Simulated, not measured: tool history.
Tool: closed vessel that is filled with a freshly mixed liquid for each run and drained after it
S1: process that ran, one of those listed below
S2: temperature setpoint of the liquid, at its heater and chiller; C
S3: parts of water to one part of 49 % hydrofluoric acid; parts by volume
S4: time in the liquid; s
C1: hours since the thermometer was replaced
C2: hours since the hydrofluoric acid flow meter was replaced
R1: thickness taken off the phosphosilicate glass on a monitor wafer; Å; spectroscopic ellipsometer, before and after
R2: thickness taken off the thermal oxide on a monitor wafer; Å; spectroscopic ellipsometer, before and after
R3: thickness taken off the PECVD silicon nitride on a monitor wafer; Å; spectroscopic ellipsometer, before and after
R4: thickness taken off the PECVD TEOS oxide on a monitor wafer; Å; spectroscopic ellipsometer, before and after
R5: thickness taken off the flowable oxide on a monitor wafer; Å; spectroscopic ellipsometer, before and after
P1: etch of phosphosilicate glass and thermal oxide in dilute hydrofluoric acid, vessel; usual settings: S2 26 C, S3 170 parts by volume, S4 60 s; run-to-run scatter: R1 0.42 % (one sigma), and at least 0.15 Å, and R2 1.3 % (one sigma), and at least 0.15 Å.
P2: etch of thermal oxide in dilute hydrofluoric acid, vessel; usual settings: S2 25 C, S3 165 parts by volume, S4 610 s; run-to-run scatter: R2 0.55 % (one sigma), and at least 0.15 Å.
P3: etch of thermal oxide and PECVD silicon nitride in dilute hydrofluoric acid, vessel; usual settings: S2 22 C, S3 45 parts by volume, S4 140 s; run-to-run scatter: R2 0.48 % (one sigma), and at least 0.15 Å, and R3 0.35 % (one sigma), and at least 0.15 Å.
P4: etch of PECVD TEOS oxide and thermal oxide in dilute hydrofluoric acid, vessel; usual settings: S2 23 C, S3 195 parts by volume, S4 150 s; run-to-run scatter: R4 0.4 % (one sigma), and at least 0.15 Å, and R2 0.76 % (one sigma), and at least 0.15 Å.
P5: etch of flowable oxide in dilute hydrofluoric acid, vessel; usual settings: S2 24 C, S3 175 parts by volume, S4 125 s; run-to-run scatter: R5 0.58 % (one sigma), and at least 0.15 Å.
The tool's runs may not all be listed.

run 1 day=0.404 | S1=P1 S2=26 S3=170 S4=60 | C1=340.4 C2=409.9 | R1=524.76 R2=16.772
run 2 day=0.796 | S1=P1 S2=26 S3=60 S4=60 | C1=349.8 C2=419.3 | R1=1709 R2=55.572
run 3 day=1.1 | S1=P1 S2=26 S3=170 S4=60 | C1=357.1 C2=426.6 | R1=525.43 R2=16.776
run 4 day=1.638 | S1=P2 S2=25 S3=165 S4=200 | C1=370 C2=439.5 | R2=56.548
run 5 day=2.158 | S1=P1 S2=26 S3=170 S4=60 | C1=382.5 C2=452 | R1=522.79 R2=16.889
run 6 day=2.658 | S1=P1 S2=18 S3=170 S4=60 | C1=394.5 C2=464 | R1=383.47 R2=12.162
run 7 day=3.167 | S1=P3 S2=22 S3=75 S4=140 | C1=406.7 C2=476.2 | R2=78.509 R3=93.896
run 8 day=3.521 | S1=P1 S2=19.5 S3=170 S4=85 | C1=415.2 C2=484.7 | R1=579.11 R2=18.305
run 9 day=3.862 | S1=P4 S2=17 S3=195 S4=150 | C1=423.4 C2=492.9 | R2=23.928 R4=130.57
run 10 day=4.308 | S1=P1 S2=26 S3=170 S4=100 | C1=434.1 C2=503.6 | R1=876.03 R2=27.319
run 11 day=4.838 | S1=P4 S2=23 S3=195 S4=150 | C1=446.8 C2=516.3 | R2=30.13 R4=163.64
run 12 day=5.371 | S1=P1 S2=26 S3=170 S4=30 | C1=459.6 C2=529.1 | R1=260.94 R2=8.4852
run 13 day=5.867 | S1=P1 S2=26 S3=35 S4=90 | C1=471.5 C2=541 | R1=4531 R2=144.86
run 14 day=6.15 | S1=P3 S2=26.5 S3=45 S4=140 | C1=478.3 C2=547.8 | R2=162.09 R3=207.62
run 15 day=6.571 | S1=P1 S2=30.5 S3=170 S4=60 | C1=488.4 C2=557.9 | R1=615.18 R2=20.225
run 16 day=6.867 | S1=P4 S2=23 S3=195 S4=150 | C1=495.5 C2=565 | R2=30.451 R4=163.47
run 17 day=7.396 | S1=P1 S2=26 S3=170 S4=60 | C1=508.2 C2=577.7 | R1=523.18 R2=17.008
run 18 day=7.904 | S1=P4 S2=23 S3=65 S4=150 | C1=520.4 C2=589.9 | R2=104.7 R4=569.13
run 19 day=8.371 | S1=P1 S2=26 S3=280 S4=60 | C1=531.6 C2=601.1 | R1=281.19 R2=9.1609
run 20 day=8.8 | S1=P5 S2=24 S3=45 S4=125 | C1=541.9 C2=611.4 | R5=1398.8
run 21 day=9.221 | S1=P3 S2=22 S3=45 S4=140 | C1=552 C2=621.5 | R2=134.29 R3=153.12
run 22 day=9.592 | S1=P4 S2=23 S3=195 S4=30 | C1=560.9 C2=630.4 | R2=5.894 R4=32.858
run 23 day=9.946 | S1=P1 S2=21 S3=170 S4=110 | C1=569.4 C2=638.9 | R1=790.7 R2=25.029
run 24 day=10.229 | S1=P5 S2=24 S3=175 S4=125 | C1=576.2 C2=645.7 | R5=305.12
run 25 day=10.671 | S1=P1 S2=26 S3=170 S4=60 | C1=586.8 C2=656.3 | R1=521.06 R2=16.594
run 26 day=11.038 | S1=P3 S2=22 S3=45 S4=140 | C1=595.6 C2=665.1 | R2=134.69 R3=153.76
run 27 day=11.425 | S1=P2 S2=17 S3=165 S4=610 | C1=604.9 C2=674.4 | R2=125.33
-- day=11.546 thermometer replaced
run 28 day=11.9 | S1=P2 S2=25 S3=165 S4=610 | C1=8.5 C2=685.8 | R2=173.17
run 29 day=12.346 | S1=P5 S2=24 S3=175 S4=125 | C1=19.2 C2=696.5 | R5=307.47
run 30 day=12.642 | S1=P5 S2=30 S3=175 S4=125 | C1=26.3 C2=703.6 | R5=381.61
run 31 day=12.996 | S1=P2 S2=25 S3=300 S4=610 | C1=34.8 C2=712.1 | R2=81.854
run 32 day=13.321 | S1=P1 S2=26 S3=170 S4=60 | C1=42.6 C2=719.9 | R1=524.72 R2=16.752
run 33 day=13.717 | S1=P3 S2=22 S3=45 S4=60 | C1=52.1 C2=729.4 | R2=58.031 R3=66.29
run 34 day=14.075 | S1=P5 S2=24 S3=175 S4=230 | C1=60.7 C2=738 | R5=566.28
run 35 day=14.517 | S1=P1 S2=26 S3=170 S4=60 | C1=71.3 C2=748.6 | R1=520.65 R2=16.646
run 36 day=15.029 | S1=P1 S2=26 S3=170 S4=60 | C1=83.6 C2=760.9 | R1=504.78 R2=16.493
run 37 day=15.383 | S1=P1 S2=26 S3=170 S4=60 | C1=92.1 C2=769.4 | R1=501.9 R2=16.246
run 38 day=15.733 | S1=P1 S2=26 S3=170 S4=60 | C1=100.5 C2=777.8 | R1=494.65 R2=15.651
run 39 day=16.117 | S1=P1 S2=26 S3=170 S4=60 | C1=109.7 C2=787 | R1=492.1 R2=15.385
run 40 day=16.429 | S1=P1 S2=26 S3=170 S4=60 | C1=117.2 C2=794.5 | R1=483.69 R2=15.396
run 41 day=16.783 | S1=P1 S2=26 S3=170 S4=60 | C1=125.7 C2=803 | R1=483.22 R2=15.385
run 42 day=17.225 | S1=P1 S2=26 S3=170 S4=60 | C1=136.3 C2=813.6 | R1=486.51 R2=15.752
run 43 day=17.546 | S1=P1 S2=26 S3=170 S4=60 | C1=144 C2=821.3 | R1=486.88 R2=15.59
run 44 day=17.867 | S1=P1 S2=26 S3=170 S4=60 | C1=151.7 C2=829 | R1=484.6 R2=15.57
run 45 day=18.292 | S1=P1 S2=26 S3=170 S4=60 | C1=161.9 C2=839.2 | R1=482.17 R2=15.502

What P1 gives has crept away from where it was. These 2 causes fit the log equally well, each at the size given:
A: hydrofluoric acid flow below the setpoint (%) = 6.11
B: liquid colder than its thermometer reads (K) = 2.04
The creep began at about day 14.517.

4 check runs are offered, one wafer each, their results left as question marks. Which one tells the causes apart?
run check 1 day=18.717 | S1=P4 S2=23 S3=195 S4=150 | R2=? R4=?
run check 2 day=18.717 | S1=P2 S2=25 S3=165 S4=610 | R2=?
run check 3 day=18.717 | S1=P5 S2=24 S3=175 S4=125 | R5=?
run check 4 day=18.717 | S1=P3 S2=22 S3=45 S4=140 | R2=? R3=?

What each check would give under each cause:
check=check_1 result=R2 if_A=27.784 if_B=27.757
check=check_1 result=R4 if_A=152.18 if_B=152.03
check=check_2 result=R2 if_A=158.74 if_B=158.44
check=check_3 result=R5 if_A=284.34 if_B=283.79
check=check_4 result=R2 if_A=125.83 if_B=123.4
check=check_4 result=R3 if_A=145.01 if_B=133.92
How far apart the two closest causes lie, in the result that separates them most: check 1 0.1 %; check 2 0.19 %; check 3 0.19 %; check 4 7.96 %
Only check 4 tells the causes apart: in the others they would give nearly the same result.

Check 4 was then run and gave: R2 123.65 Å; R3 134.1 Å. Which cause is it?

It is B: liquid colder than its thermometer reads (K).

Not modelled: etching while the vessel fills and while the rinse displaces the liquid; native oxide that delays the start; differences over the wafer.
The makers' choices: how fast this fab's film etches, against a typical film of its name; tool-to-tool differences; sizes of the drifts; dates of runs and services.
